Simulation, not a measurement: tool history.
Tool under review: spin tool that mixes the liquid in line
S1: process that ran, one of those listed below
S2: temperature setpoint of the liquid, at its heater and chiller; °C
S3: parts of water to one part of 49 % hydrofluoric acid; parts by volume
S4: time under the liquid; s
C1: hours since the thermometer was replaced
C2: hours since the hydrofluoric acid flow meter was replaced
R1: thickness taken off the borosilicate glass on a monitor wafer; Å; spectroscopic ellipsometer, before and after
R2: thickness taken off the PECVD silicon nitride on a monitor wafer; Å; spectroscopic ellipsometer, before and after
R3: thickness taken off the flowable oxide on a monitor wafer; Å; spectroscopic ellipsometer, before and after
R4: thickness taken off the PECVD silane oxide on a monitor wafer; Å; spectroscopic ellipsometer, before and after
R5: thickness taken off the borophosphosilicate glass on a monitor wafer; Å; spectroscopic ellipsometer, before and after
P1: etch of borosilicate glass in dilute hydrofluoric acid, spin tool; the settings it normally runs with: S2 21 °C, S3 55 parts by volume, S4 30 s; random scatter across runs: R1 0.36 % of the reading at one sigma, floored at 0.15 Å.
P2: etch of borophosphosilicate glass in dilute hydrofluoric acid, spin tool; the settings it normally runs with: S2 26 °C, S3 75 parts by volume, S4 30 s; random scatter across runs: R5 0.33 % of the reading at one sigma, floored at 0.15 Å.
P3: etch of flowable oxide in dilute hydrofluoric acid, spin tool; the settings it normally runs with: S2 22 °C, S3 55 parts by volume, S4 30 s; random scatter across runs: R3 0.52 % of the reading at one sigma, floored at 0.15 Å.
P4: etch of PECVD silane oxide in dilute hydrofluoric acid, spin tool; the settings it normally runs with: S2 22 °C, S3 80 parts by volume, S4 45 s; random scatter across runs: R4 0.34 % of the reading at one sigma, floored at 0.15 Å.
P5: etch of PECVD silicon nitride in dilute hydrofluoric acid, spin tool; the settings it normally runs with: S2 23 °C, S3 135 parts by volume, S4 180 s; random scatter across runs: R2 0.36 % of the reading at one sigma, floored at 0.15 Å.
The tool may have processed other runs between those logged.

Run 1, hour 13.4: S1 P1, S2 21 °C, S3 55 parts by volume, S4 30 s; C1 508.2; C2 670.5. Result: R1 205.39 Å.
Run 2, hour 25.5: S1 P5, S2 17 °C, S3 135 parts by volume, S4 180 s; C1 520.3; C2 682.6. Result: R2 47.211 Å.
Run 3, hour 39.9: S1 P1, S2 26.5 °C, S3 55 parts by volume, S4 30 s; C1 534.7; C2 697. Result: R1 255 Å.
Run 4, hour 55.1: S1 P1, S2 21 °C, S3 100 parts by volume, S4 30 s; C1 549.9; C2 712.2. Result: R1 106.15 Å.
Run 5, hour 73.2: S1 P1, S2 21 °C, S3 30 parts by volume, S4 15 s; C1 568; C2 730.3. Result: R1 193.73 Å.
Run 6, hour 92.3: S1 P3, S2 22 °C, S3 55 parts by volume, S4 30 s; C1 587.1; C2 749.4. Result: R3 149.79 Å.
Run 7, hour 101.3: S1 P4, S2 22 °C, S3 125 parts by volume, S4 45 s; C1 596.1; C2 758.4. Result: R4 50.595 Å.
Run 8, hour 120: S1 P1, S2 21 °C, S3 90 parts by volume, S4 15 s; C1 614.8; C2 777.1. Result: R1 59.534 Å.
Run 9, hour 139.3: S1 P1, S2 21 °C, S3 20 parts by volume, S4 30 s; C1 634.1; C2 796.4. Result: R1 588.64 Å.
Run 10, hour 151.5: S1 P4, S2 17 °C, S3 80 parts by volume, S4 45 s; C1 646.3; C2 808.6. Result: R4 66.702 Å.
Run 11, hour 161.2: S1 P4, S2 22 °C, S3 80 parts by volume, S4 15 s; C1 656; C2 818.3. Result: R4 27.725 Å.
Run 12, hour 177: S1 P5, S2 23 °C, S3 135 parts by volume, S4 180 s; C1 671.8; C2 834.1. Result: R2 70.738 Å.
Run 13, hour 188.2: S1 P3, S2 22 °C, S3 85 parts by volume, S4 30 s; C1 683; C2 845.3. Result: R3 93.097 Å.
Run 14, hour 202.4: S1 P5, S2 23 °C, S3 35 parts by volume, S4 180 s; C1 697.2; C2 859.5. Result: R2 265.76 Å.
Run 15, hour 213: S1 P1, S2 21 °C, S3 55 parts by volume, S4 30 s; C1 707.8; C2 870.1. Result: R1 203.07 Å.
Run 16, hour 225.5: S1 P4, S2 22 °C, S3 80 parts by volume, S4 45 s; C1 720.3; C2 882.6. Result: R4 82.16 Å.
Run 17, hour 241.1: S1 P2, S2 26 °C, S3 75 parts by volume, S4 15 s; C1 735.9; C2 898.2. Result: R5 98.764 Å.
Run 18, hour 255.1: S1 P1, S2 21 °C, S3 55 parts by volume, S4 30 s; C1 749.9; C2 912.2. Result: R1 203.38 Å.
At hour 259.9: hydrofluoric acid flow meter replaced.
Run 19, hour 263.6: S1 P1, S2 21 °C, S3 55 parts by volume, S4 30 s; C1 758.4; C2 3.8. Result: R1 204.01 Å.
Run 20, hour 280.3: S1 P1, S2 21 °C, S3 55 parts by volume, S4 50 s; C1 775.1; C2 20.5. Result: R1 337.5 Å.
Run 21, hour 291.4: S1 P1, S2 21 °C, S3 95 parts by volume, S4 15 s; C1 786.2; C2 31.6. Result: R1 56.176 Å.
Run 22, hour 309: S1 P5, S2 23 °C, S3 135 parts by volume, S4 15 s; C1 803.8; C2 49.2. Result: R2 6.0843 Å.
Run 23, hour 317.5: S1 P3, S2 22 °C, S3 55 parts by volume, S4 15 s; C1 812.3; C2 57.7. Result: R3 74.146 Å.
Run 24, hour 335.7: S1 P2, S2 26 °C, S3 75 parts by volume, S4 30 s; C1 830.5; C2 75.9. Result: R5 197.85 Å.
Run 25, hour 352.7: S1 P1, S2 21 °C, S3 55 parts by volume, S4 30 s; C1 847.5; C2 92.9. Result: R1 203.57 Å.
Run 26, hour 369.3: S1 P3, S2 18 °C, S3 55 parts by volume, S4 30 s; C1 864.1; C2 109.5. Result: R3 125.75 Å.
Run 27, hour 380.1: S1 P2, S2 26 °C, S3 25 parts by volume, S4 30 s; C1 874.9; C2 120.3. Result: R5 638.33 Å.
Run 28, hour 393.6: S1 P2, S2 21.5 °C, S3 75 parts by volume, S4 30 s; C1 888.4; C2 133.8. Result: R5 164.92 Å.
Run 29, hour 404.3: S1 P1, S2 17 °C, S3 55 parts by volume, S4 30 s; C1 899.1; C2 144.5. Result: R1 171.45 Å.
Run 30, hour 414.2: S1 P1, S2 21 °C, S3 55 parts by volume, S4 15 s; C1 909; C2 154.4. Result: R1 102.53 Å.
Run 31, hour 429.8: S1 P1, S2 21 °C, S3 55 parts by volume, S4 30 s; C1 924.6; C2 170. Result: R1 203.55 Å.
Run 32, hour 449.1: S1 P1, S2 21 °C, S3 55 parts by volume, S4 30 s; C1 943.9; C2 189.3. Result: R1 215.06 Å.
Run 33, hour 461.7: S1 P1, S2 21 °C, S3 55 parts by volume, S4 30 s; C1 956.5; C2 201.9. Result: R1 217.84 Å.
Run 34, hour 475.3: S1 P1, S2 21 °C, S3 55 parts by volume, S4 30 s; C1 970.1; C2 215.5. Result: R1 221.34 Å.
Run 35, hour 494.6: S1 P1, S2 21 °C, S3 55 parts by volume, S4 30 s; C1 989.4; C2 234.8. Result: R1 223.08 Å.
Run 36, hour 507.3: S1 P1, S2 21 °C, S3 55 parts by volume, S4 30 s; C1 1002.1; C2 247.5. Result: R1 223.48 Å.
Run 37, hour 525: S1 P1, S2 21 °C, S3 55 parts by volume, S4 30 s; C1 1019.8; C2 265.2. Result: R1 225.59 Å.
Run 38, hour 542.8: S1 P1, S2 21 °C, S3 55 parts by volume, S4 30 s; C1 1037.6; C2 283. Result: R1 224.22 Å.
Run 39, hour 553.8: S1 P1, S2 21 °C, S3 55 parts by volume, S4 30 s; C1 1048.6; C2 294. Result: R1 227.53 Å.

The log shows P1 creeping away from where it was. Any of the 2 causes listed here, at the size stated for it, fits the log just as well as the others:
A: liquid hotter than its thermometer reads (K) = 2.45
B: hydrofluoric acid flow above the setpoint (%) = 10
The process output started creeping at around hour 429.8.

Listed below are the offered check runs, one wafer per run, with question marks in place of results. For which of them would the causes give clearly different outcomes?
Run check 1, hour 564.8: S1 P2, S2 22 °C, S3 30 parts by volume, S4 30 s. Result: R5 ?.
Run check 2, hour 564.8: S1 P5, S2 23 °C, S3 55 parts by volume, S4 80 s. Result: R2 ?.
Run check 3, hour 564.8: S1 P4, S2 22 °C, S3 110 parts by volume, S4 20 s. Result: R4 ?.
Run check 4, hour 564.8: S1 P3, S2 22 °C, S3 75 parts by volume, S4 30 s. Result: R3 ?.

What every check run would give for each of its results, assuming each possible cause in turn:
  check  result    if A    if B
check 1      R5  493.78  491.71
check 2      R2  89.673  83.498
check 3      R4  28.407  28.689
check 4      R3  117.45  117.93
Per-check spread between the two closest causes, in the result where they differ most: check 1 0.42 %; check 2 7.13 %; check 3 0.99 %; check 4 0.41 %
The causes can be told apart only by check 2. The other checks would give nearly the same results under each of them.

Check 2 has now been run. It gave: R2 89.435 Å. Which of the candidate causes is it?

The correct cause is A, namely: liquid hotter than its thermometer reads (K).
